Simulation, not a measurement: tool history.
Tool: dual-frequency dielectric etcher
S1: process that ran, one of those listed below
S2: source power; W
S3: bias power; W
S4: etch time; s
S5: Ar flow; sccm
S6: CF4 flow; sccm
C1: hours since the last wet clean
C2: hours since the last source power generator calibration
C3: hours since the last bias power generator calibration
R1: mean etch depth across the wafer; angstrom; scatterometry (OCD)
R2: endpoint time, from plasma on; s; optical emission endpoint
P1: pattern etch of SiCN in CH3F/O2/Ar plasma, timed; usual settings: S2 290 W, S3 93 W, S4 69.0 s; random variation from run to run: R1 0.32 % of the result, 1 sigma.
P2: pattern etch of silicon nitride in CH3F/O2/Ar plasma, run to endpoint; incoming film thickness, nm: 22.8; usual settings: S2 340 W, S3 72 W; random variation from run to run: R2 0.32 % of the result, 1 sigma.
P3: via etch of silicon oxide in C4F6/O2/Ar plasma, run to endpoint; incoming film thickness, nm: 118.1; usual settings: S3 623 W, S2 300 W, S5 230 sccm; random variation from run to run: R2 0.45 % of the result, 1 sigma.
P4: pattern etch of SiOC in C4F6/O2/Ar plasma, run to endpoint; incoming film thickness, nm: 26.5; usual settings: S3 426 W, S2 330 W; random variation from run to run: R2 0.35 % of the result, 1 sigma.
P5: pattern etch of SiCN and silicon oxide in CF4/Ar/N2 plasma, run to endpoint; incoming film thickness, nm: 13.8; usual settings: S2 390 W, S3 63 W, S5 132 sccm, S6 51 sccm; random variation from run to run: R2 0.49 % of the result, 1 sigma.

Run 1, hour 8.7: S1 P1, S2 290 W, S3 93 W, S4 69.0 s; C1 110.9; C2 621.0; C3 2254.2. Result: R1 248.83 angstrom.
Run 2, hour 23.2: S1 P5, S2 500 W, S3 63 W, S5 132 sccm, S6 51 sccm; C1 125.4; C2 635.5; C3 2268.7. Result: R2 17.0360 s.
Run 3, hour 39.0: S1 P1, S2 290 W, S3 93 W, S4 84.5 s; C1 141.2; C2 651.3; C3 2284.5. Result: R1 303.53 angstrom.
Run 4, hour 48.6: S1 P3, S2 170 W, S3 623 W, S5 230 sccm; C1 150.8; C2 660.9; C3 2294.1. Result: R2 32.0990 s.
Run 5, hour 66.1: S1 P1, S2 290 W, S3 131 W, S4 69.0 s; C1 168.3; C2 678.4; C3 2311.6. Result: R1 281.74 angstrom.
Run 6, hour 80.6: S1 P4, S2 330 W, S3 542 W; C1 182.8; C2 692.9; C3 2326.1. Result: R2 9.1003 s.
Run 7, hour 90.7: S1 P5, S2 390 W, S3 63 W, S5 132 sccm, S6 62 sccm; C1 192.9; C2 703.0; C3 2336.2. Result: R2 20.6530 s.
Run 8, hour 105.9: S1 P1, S2 290 W, S3 93 W, S4 69.0 s; C1 208.1; C2 718.2; C3 2351.4. Result: R1 249.43 angstrom.
Run 9, hour 118.3: S1 P2, S2 340 W, S3 72 W; C1 220.5; C2 730.6; C3 2363.8. Result: R2 35.4670 s.
Run 10, hour 130.1: S1 P2, S2 470 W, S3 72 W; C1 232.3; C2 742.4; C3 2375.6. Result: R2 31.1300 s.
Run 11, hour 144.7: S1 P1, S2 380 W, S3 93 W, S4 69.0 s; C1 246.9; C2 757.0; C3 2390.2. Result: R1 274.78 angstrom.
Run 12, hour 158.7: S1 P1, S2 230 W, S3 93 W, S4 69.0 s; C1 260.9; C2 771.0; C3 2404.2. Result: R1 228.34 angstrom.
Run 13, hour 172.3: S1 P1, S2 290 W, S3 93 W, S4 69.0 s; C1 274.5; C2 784.6; C3 2417.8. Result: R1 247.79 angstrom.
Run 14, hour 190.2: S1 P1, S2 340 W, S3 93 W, S4 94.0 s; C1 292.4; C2 802.5; C3 2435.7. Result: R1 356.87 angstrom.
At hour 197.9: bias power generator calibrated.
Run 15, hour 203.2: S1 P1, S2 290 W, S3 93 W, S4 53.5 s; C1 305.4; C2 815.5; C3 5.4. Result: R1 192.50 angstrom.
Run 16, hour 212.1: S1 P3, S2 300 W, S3 765 W, S5 230 sccm; C1 314.3; C2 824.4; C3 14.3. Result: R2 24.0880 s.
Run 17, hour 225.8: S1 P5, S2 390 W, S3 63 W, S5 132 sccm, S6 51 sccm; C1 328.0; C2 838.1; C3 28.0. Result: R2 21.2480 s.
Run 18, hour 236.8: S1 P4, S2 330 W, S3 426 W; C1 339.0; C2 849.1; C3 39.0. Result: R2 10.0250 s.
Run 19, hour 254.3: S1 P5, S2 390 W, S3 63 W, S5 184 sccm, S6 51 sccm; C1 356.5; C2 866.6; C3 56.5. Result: R2 22.4660 s.
Run 20, hour 264.2: S1 P1, S2 290 W, S3 93 W, S4 69.0 s; C1 366.4; C2 876.5; C3 66.4. Result: R1 249.10 angstrom.
Run 21, hour 276.2: S1 P3, S2 300 W, S3 623 W, S5 167 sccm; C1 378.4; C2 888.5; C3 78.4. Result: R2 25.1370 s.
Run 22, hour 288.3: S1 P5, S2 390 W, S3 63 W, S5 132 sccm, S6 51 sccm; C1 390.5; C2 900.6; C3 90.5. Result: R2 21.2180 s.
Run 23, hour 302.0: S1 P4, S2 250 W, S3 426 W; C1 404.2; C2 914.3; C3 104.2. Result: R2 11.0290 s.
Run 24, hour 319.5: S1 P2, S2 340 W, S3 94 W; C1 421.7; C2 931.8; C3 121.7. Result: R2 32.1190 s.
Run 25, hour 333.4: S1 P1, S2 290 W, S3 93 W, S4 69.0 s; C1 435.6; C2 945.7; C3 135.6. Result: R1 248.06 angstrom.
Run 26, hour 342.8: S1 P5, S2 390 W, S3 88 W, S5 132 sccm, S6 51 sccm; C1 445.0; C2 955.1; C3 145.0. Result: R2 18.6670 s.
Run 27, hour 357.9: S1 P1, S2 290 W, S3 59 W, S4 69.0 s; C1 460.1; C2 970.2; C3 160.1. Result: R1 210.67 angstrom.
Run 28, hour 366.5: S1 P3, S2 300 W, S3 623 W, S5 230 sccm; C1 468.7; C2 978.8; C3 168.7. Result: R2 25.9920 s.
Run 29, hour 376.7: S1 P1, S2 290 W, S3 93 W, S4 69.0 s; C1 478.9; C2 989.0; C3 178.9. Result: R1 248.20 angstrom.
Run 30, hour 394.1: S1 P1, S2 290 W, S3 93 W, S4 69.0 s; C1 496.3; C2 1006.4; C3 196.3. Result: R1 248.41 angstrom.
Run 31, hour 407.7: S1 P1, S2 290 W, S3 93 W, S4 69.0 s; C1 509.9; C2 1020.0; C3 209.9. Result: R1 250.97 angstrom.
Run 32, hour 417.2: S1 P1, S2 290 W, S3 93 W, S4 69.0 s; C1 519.4; C2 1029.5; C3 219.4. Result: R1 251.14 angstrom.
Run 33, hour 429.2: S1 P1, S2 290 W, S3 93 W, S4 69.0 s; C1 531.4; C2 1041.5; C3 231.4. Result: R1 250.54 angstrom.
At hour 439.0: wet clean of the chamber.
Run 34, hour 444.7: S1 P1, S2 290 W, S3 93 W, S4 69.0 s; C1 5.8; C2 1057.0; C3 246.9. Result: R1 251.01 angstrom.
Run 35, hour 455.3: S1 P1, S2 290 W, S3 93 W, S4 69.0 s; C1 16.4; C2 1067.6; C3 257.5. Result: R1 253.41 angstrom.
Run 36, hour 468.9: S1 P1, S2 290 W, S3 93 W, S4 69.0 s; C1 30.0; C2 1081.2; C3 271.1. Result: R1 251.45 angstrom.
Run 37, hour 484.0: S1 P1, S2 290 W, S3 93 W, S4 69.0 s; C1 45.1; C2 1096.3; C3 286.2. Result: R1 252.82 angstrom.
Run 38, hour 496.9: S1 P1, S2 290 W, S3 93 W, S4 69.0 s; C1 58.0; C2 1109.2; C3 299.1. Result: R1 251.13 angstrom.

What P1 gives has crept away from where it was. These 2 causes fit the log equally well, each at the size given:
A: bias power that arrives over what is set, % = 4.34
B: source power that arrives over what is set, % = 4.5
The creep began at about hour 376.7.
Why every other cause is out:
chamber walls in a state that raises the etch rate, %: serviced at hour 439.0, which brought nothing back

4 check runs are offered, each on 3 wafers whose results are averaged, their results left as question marks. Which one tells the causes apart?
Run check 1, hour 509.8: S1 P5, S2 390 W, S3 63 W, S5 132 sccm, S6 51 sccm. Result: R2 ?.
Run check 2, hour 509.8: S1 P2, S2 340 W, S3 72 W. Result: R2 ?.
Run check 3, hour 509.8: S1 P3, S2 300 W, S3 623 W, S5 230 sccm. Result: R2 ?.
Run check 4, hour 509.8: S1 P4, S2 330 W, S3 426 W. Result: R2 ?.

What each check would give under each cause:
  check  result     if A     if B
check 1      R2  20.9210  20.4490
check 2      R2  34.8340  34.7700
check 3      R2  25.7130  25.7290
check 4      R2   9.8387   9.8326
How far apart the two closest causes lie, in the result that separates them most: check 1 2.28 %; check 2 0.18 %; check 3 0.06 %; check 4 0.06 %
Only check 1 tells the causes apart: in the others they would give nearly the same result.

Check 1 was then run and gave: R2 20.5240 s. Which cause is it?

It is B: source power that arrives over what is set, %.

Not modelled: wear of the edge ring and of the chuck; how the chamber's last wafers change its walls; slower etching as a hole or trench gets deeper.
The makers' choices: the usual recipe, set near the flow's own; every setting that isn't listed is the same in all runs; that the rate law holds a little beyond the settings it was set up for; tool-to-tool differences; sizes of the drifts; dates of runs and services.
